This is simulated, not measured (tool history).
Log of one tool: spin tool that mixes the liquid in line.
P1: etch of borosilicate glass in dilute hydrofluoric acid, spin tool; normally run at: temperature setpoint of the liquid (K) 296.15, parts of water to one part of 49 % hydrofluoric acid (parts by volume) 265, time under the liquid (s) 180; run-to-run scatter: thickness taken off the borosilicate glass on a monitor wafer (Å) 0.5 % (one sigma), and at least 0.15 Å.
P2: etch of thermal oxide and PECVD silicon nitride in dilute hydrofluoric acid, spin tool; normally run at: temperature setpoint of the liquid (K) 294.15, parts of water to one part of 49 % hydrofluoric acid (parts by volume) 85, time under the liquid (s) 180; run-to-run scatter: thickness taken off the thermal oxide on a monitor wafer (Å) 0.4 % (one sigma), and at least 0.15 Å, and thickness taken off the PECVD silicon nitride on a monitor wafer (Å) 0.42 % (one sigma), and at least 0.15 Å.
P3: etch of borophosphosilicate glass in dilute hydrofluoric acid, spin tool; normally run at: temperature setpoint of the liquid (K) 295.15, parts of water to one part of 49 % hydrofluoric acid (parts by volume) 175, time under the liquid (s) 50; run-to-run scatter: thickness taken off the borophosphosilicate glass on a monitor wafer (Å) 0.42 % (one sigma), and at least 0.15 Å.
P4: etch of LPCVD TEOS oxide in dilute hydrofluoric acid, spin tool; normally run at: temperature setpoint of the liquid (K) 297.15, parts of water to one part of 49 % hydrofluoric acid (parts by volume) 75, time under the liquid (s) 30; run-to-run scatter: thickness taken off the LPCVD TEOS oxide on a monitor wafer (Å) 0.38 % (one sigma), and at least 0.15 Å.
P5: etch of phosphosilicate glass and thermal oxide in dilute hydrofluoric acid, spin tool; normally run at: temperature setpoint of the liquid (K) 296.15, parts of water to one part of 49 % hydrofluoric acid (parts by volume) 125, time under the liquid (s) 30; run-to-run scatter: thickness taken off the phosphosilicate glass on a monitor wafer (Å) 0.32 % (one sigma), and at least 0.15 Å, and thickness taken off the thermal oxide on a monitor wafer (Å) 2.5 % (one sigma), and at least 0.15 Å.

| run | hour | process that ran | temperature setpoint of the liquid (K) | parts of water to one part of 49 % hydrofluoric acid (parts by volume) | time under the liquid (s) | hours since the thermometer was replaced | hours since the hydrofluoric acid flow meter was replaced | thickness taken off the borosilicate glass on a monitor wafer (Å) | thickness taken off the LPCVD TEOS oxide on a monitor wafer (Å) | thickness taken off the phosphosilicate glass on a monitor wafer (Å) | thickness taken off the thermal oxide on a monitor wafer (Å) | thickness taken off the PECVD silicon nitride on a monitor wafer (Å) | thickness taken off the borophosphosilicate glass on a monitor wafer (Å) |
|---|---|---|---|---|---|---|---|---|---|---|---|---|---|
| 1 | 10.9 | P1 | 296.15 | 265 | 180 | 529 | 526.1 | 230.81 |  |  |  |  |  |
| 2 | 21 | P4 | 297.15 | 75 | 15 | 539.1 | 536.2 |  | 88.586 |  |  |  |  |
| 3 | 29 | P1 | 303.65 | 265 | 95 | 547.1 | 544.2 | 157.18 |  |  |  |  |  |
| 4 | 42.9 | P5 | 296.15 | 125 | 30 | 561 | 558.1 |  |  | 282.35 | 10.855 |  |  |
| 5 | 50.4 | P2 | 294.15 | 135 | 180 | 568.5 | 565.6 |  |  |  | 52.106 | 62.351 |  |
| 6 | 62.2 | P5 | 304.15 | 125 | 30 | 580.3 | 577.4 |  |  | 380.83 | 14.214 |  |  |
| 7 | 69.6 | P4 | 297.15 | 140 | 30 | 587.7 | 584.8 |  | 87.613 |  |  |  |  |
| 8 | 75.8 | P1 | 303.15 | 265 | 180 | 593.9 | 591 | 299.21 |  |  |  |  |  |
| 9 | 82.1 | P1 | 296.15 | 265 | 80 | 600.2 | 597.3 | 102.35 |  |  |  |  |  |
| 10 | 91.8 | P1 | 296.15 | 265 | 180 | 609.9 | 607 | 233.51 |  |  |  |  |  |
| 11 | 104.5 | P2 | 294.15 | 85 | 180 | 622.6 | 619.7 |  |  |  | 87.238 | 98.474 |  |
| 12 | 111.1 | P1 | 296.15 | 65 | 180 | 629.2 | 626.3 | 1188 |  |  |  |  |  |
| 13 | 125.4 | P3 | 303.15 | 175 | 50 | 643.5 | 640.6 |  |  |  |  |  | 270.09 |
| 14 | 135.1 | P1 | 296.15 | 265 | 180 | 653.2 | 650.3 | 231.23 |  |  |  |  |  |
| 15 | 146.5 | P2 | 294.15 | 85 | 180 | 664.6 | 661.7 |  |  |  | 87.201 | 98.071 |  |
| 16 | 158.3 | P1 | 302.15 | 380 | 180 | 676.4 | 673.5 | 175.66 |  |  |  |  |  |
| 17 | 164.8 | P2 | 294.15 | 85 | 40 | 682.9 | 680 |  |  |  | 19.389 | 21.544 |  |
| 18 | 177.3 | P1 | 296.15 | 265 | 180 | 695.4 | 692.5 | 232.13 |  |  |  |  |  |
| 19 | 187.1 | P5 | 296.15 | 190 | 30 | 705.2 | 702.3 |  |  | 171.48 | 6.2745 |  |  |
| 20 | 194 | P3 | 295.15 | 175 | 50 | 712.1 | 709.2 |  |  |  |  |  | 200.38 |
| 21 | 205.1 | P1 | 296.15 | 265 | 340 | 723.2 | 720.3 | 444.16 |  |  |  |  |  |
| 22 | 219.1 | P4 | 297.15 | 75 | 30 | 737.2 | 734.3 |  | 176.17 |  |  |  |  |
| 23 | 226.5 | P1 | 296.15 | 395 | 180 | 744.6 | 741.7 | 138.45 |  |  |  |  |  |
| 24 | 234.6 | P1 | 296.15 | 265 | 180 | 752.7 | 749.8 | 231.51 |  |  |  |  |  |
| 25 | 245.1 | P4 | 290.65 | 75 | 30 | 763.2 | 760.3 |  | 134.92 |  |  |  |  |
| 26 | 258.7 | P5 | 296.15 | 125 | 30 | 776.8 | 773.9 |  |  | 283.37 | 10.837 |  |  |
| 27 | 267.7 | P4 | 297.15 | 75 | 30 | 785.8 | 782.9 |  | 177.34 |  |  |  |  |
| 28 | 281.7 | P2 | 301.65 | 85 | 180 | 799.8 | 796.9 |  |  |  | 117.54 | 161.66 |  |
| 29 | 295.9 | P1 | 290.15 | 265 | 180 | 814 | 811.1 | 185.74 |  |  |  |  |  |
| 30 | 302.1 | P3 | 295.15 | 320 | 50 | 820.2 | 817.3 |  |  |  |  |  | 95.176 |
| 31 | 310.3 | P5 | 296.15 | 125 | 15 | 828.4 | 825.5 |  |  | 140.83 | 5.278 |  |  |
| 32 | 322.5 | P3 | 295.15 | 175 | 20 | 840.6 | 837.7 |  |  |  |  |  | 80.543 |
| 33 | 331.4 | P1 | 296.15 | 265 | 180 | 849.5 | 846.6 | 230.84 |  |  |  |  |  |
| 34 | 344.4 | P1 | 296.15 | 265 | 180 | 862.5 | 859.6 | 232.03 |  |  |  |  |  |
| 35 | 353.3 | P1 | 296.15 | 265 | 180 | 871.4 | 868.5 | 226.06 |  |  |  |  |  |
| 36 | 363.5 | P1 | 296.15 | 265 | 180 | 881.6 | 878.7 | 224.8 |  |  |  |  |  |
| 37 | 370.9 | P1 | 296.15 | 265 | 180 | 889 | 886.1 | 222.29 |  |  |  |  |  |
| 38 | 384.7 | P1 | 296.15 | 265 | 180 | 902.8 | 899.9 | 217.24 |  |  |  |  |  |
| 39 | 396.2 | P1 | 296.15 | 265 | 180 | 914.3 | 911.4 | 218.57 |  |  |  |  |  |
| 40 | 408.3 | P1 | 296.15 | 265 | 180 | 926.4 | 923.5 | 215.61 |  |  |  |  |  |
| 41 | 419.8 | P1 | 296.15 | 265 | 180 | 937.9 | 935 | 215.25 |  |  |  |  |  |
| 42 | 433.3 | P1 | 296.15 | 265 | 180 | 951.4 | 948.5 | 217.57 |  |  |  |  |  |

What P1 gives has crept away from where it was. These 2 causes fit the log equally well, each at the size given:
A: liquid colder than its thermometer reads (K) = 1.96
B: hydrofluoric acid flow below the setpoint (%) = 5.45
The creep began at about hour 344.4.

4 check runs are offered, one wafer each, their results left as question marks. Which one tells the causes apart?
| check 1 | 446.8 | P3 | 301.65 | 285 | 50 |  |  |  |  |  |  |  | ? |
| check 2 | 446.8 | P5 | 303.15 | 180 | 30 |  |  |  |  | ? | ? |  |  |
| check 3 | 446.8 | P4 | 297.15 | 125 | 15 |  |  |  | ? |  |  |  |  |
| check 4 | 446.8 | P2 | 294.15 | 85 | 60 |  |  |  |  |  | ? | ? |  |

What each check would give under each cause:
| check | result | if A | if B |
|---|---|---|---|
| check 1 | thickness taken off the borophosphosilicate glass on a monitor wafer (Å) | 129.54 | 128.52 |
| check 2 | thickness taken off the phosphosilicate glass on a monitor wafer (Å) | 221.25 | 221.36 |
| check 2 | thickness taken off the thermal oxide on a monitor wafer (Å) | 8.4815 | 8.4856 |
| check 3 | thickness taken off the LPCVD TEOS oxide on a monitor wafer (Å) | 46.176 | 46.753 |
| check 4 | thickness taken off the thermal oxide on a monitor wafer (Å) | 26.8 | 27.328 |
| check 4 | thickness taken off the PECVD silicon nitride on a monitor wafer (Å) | 28.637 | 31.002 |
How far apart the two closest causes lie, in the result that separates them most: check 1 0.79 %; check 2 0.05 %; check 3 1.24 %; check 4 7.94 %
Check 4 tells the causes apart: in the others they would give nearly the same result.

Then check 4 was run and gave: thickness taken off the thermal oxide on a monitor wafer (Å) 27.688; thickness taken off the PECVD silicon nitride on a monitor wafer (Å) 30.953. Which cause is it?

It is B: hydrofluoric acid flow below the setpoint (%).
